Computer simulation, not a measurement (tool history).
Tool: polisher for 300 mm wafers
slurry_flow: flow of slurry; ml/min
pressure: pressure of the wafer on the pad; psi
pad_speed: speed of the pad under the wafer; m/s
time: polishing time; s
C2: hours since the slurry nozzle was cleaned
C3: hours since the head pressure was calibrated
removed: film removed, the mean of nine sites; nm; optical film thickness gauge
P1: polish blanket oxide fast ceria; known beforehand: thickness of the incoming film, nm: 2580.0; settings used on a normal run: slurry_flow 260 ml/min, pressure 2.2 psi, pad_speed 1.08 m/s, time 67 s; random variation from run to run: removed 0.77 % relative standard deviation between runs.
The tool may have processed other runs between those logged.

run 1 hour=5.2 | slurry_flow=260 pressure=2.2 pad_speed=1.08 time=67 | wafers_polished_on_this_pad=169 C2=452.2 C3=284.3 | removed=1086.50
run 2 hour=12.5 | slurry_flow=260 pressure=2.2 pad_speed=1.08 time=67 | wafers_polished_on_this_pad=221 C2=459.5 C3=291.6 | removed=1096.10
run 3 hour=22.2 | slurry_flow=260 pressure=2.2 pad_speed=0.60 time=67 | wafers_polished_on_this_pad=290 C2=469.2 C3=301.3 | removed=605.39
run 4 hour=29.6 | slurry_flow=260 pressure=2.2 pad_speed=1.54 time=35 | wafers_polished_on_this_pad=342 C2=476.6 C3=308.7 | removed=819.23
run 5 hour=35.2 | slurry_flow=260 pressure=2.2 pad_speed=1.08 time=67 | wafers_polished_on_this_pad=382 C2=482.2 C3=314.3 | removed=1091.90
run 6 hour=43.4 | slurry_flow=335 pressure=2.2 pad_speed=1.08 time=67 | wafers_polished_on_this_pad=440 C2=490.4 C3=322.5 | removed=1119.10
run 7 hour=49.1 | slurry_flow=260 pressure=2.2 pad_speed=1.08 time=31 | wafers_polished_on_this_pad=480 C2=496.1 C3=328.2 | removed=509.18
run 8 hour=59.5 | slurry_flow=260 pressure=3.2 pad_speed=1.08 time=49 | wafers_polished_on_this_pad=554 C2=506.5 C3=338.6 | removed=1185.10
run 9 hour=66.0 | slurry_flow=260 pressure=2.2 pad_speed=1.08 time=67 | wafers_polished_on_this_pad=600 C2=513.0 C3=345.1 | removed=1093.80
run 10 hour=71.9 | slurry_flow=260 pressure=2.2 pad_speed=1.72 time=67 | wafers_polished_on_this_pad=642 C2=518.9 C3=351.0 | removed=1758.90
run 11 hour=78.3 | slurry_flow=155 pressure=2.2 pad_speed=1.08 time=67 | wafers_polished_on_this_pad=688 C2=525.3 C3=357.4 | removed=1029.60
run 12 hour=83.4 | slurry_flow=260 pressure=2.2 pad_speed=1.08 time=67 | wafers_polished_on_this_pad=724 C2=530.4 C3=362.5 | removed=1110.90
run 13 hour=89.1 | slurry_flow=260 pressure=2.2 pad_speed=1.08 time=67 | wafers_polished_on_this_pad=764 C2=536.1 C3=368.2 | removed=1092.80
run 14 hour=94.3 | slurry_flow=260 pressure=2.2 pad_speed=1.54 time=94 | wafers_polished_on_this_pad=801 C2=541.3 C3=373.4 | removed=2173.20
run 15 hour=100.6 | slurry_flow=260 pressure=2.2 pad_speed=1.08 time=67 | wafers_polished_on_this_pad=846 C2=547.6 C3=379.7 | removed=1097.60
run 16 hour=107.0 | slurry_flow=260 pressure=3.0 pad_speed=1.08 time=67 | wafers_polished_on_this_pad=891 C2=554.0 C3=386.1 | removed=1505.20
run 17 hour=115.8 | slurry_flow=260 pressure=2.2 pad_speed=1.08 time=94 | wafers_polished_on_this_pad=953 C2=562.8 C3=394.9 | removed=1540.00
run 18 hour=125.0 | slurry_flow=260 pressure=1.0 pad_speed=1.08 time=67 | wafers_polished_on_this_pad=1019 C2=572.0 C3=404.1 | removed=503.68
run 19 hour=132.5 | slurry_flow=260 pressure=2.2 pad_speed=1.08 time=67 | wafers_polished_on_this_pad=1072 C2=579.5 C3=411.6 | removed=1100.00
run 20 hour=142.7 | slurry_flow=260 pressure=2.2 pad_speed=1.08 time=67 | wafers_polished_on_this_pad=1144 C2=589.7 C3=421.8 | removed=1074.20

What will run 21 give?
run 21 hour=150.3 | slurry_flow=260 pressure=2.2 pad_speed=1.08 time=67 | wafers_polished_on_this_pad=1198 C2=597.3 C3=429.4 | removed=?

removed: 1073.30 nm
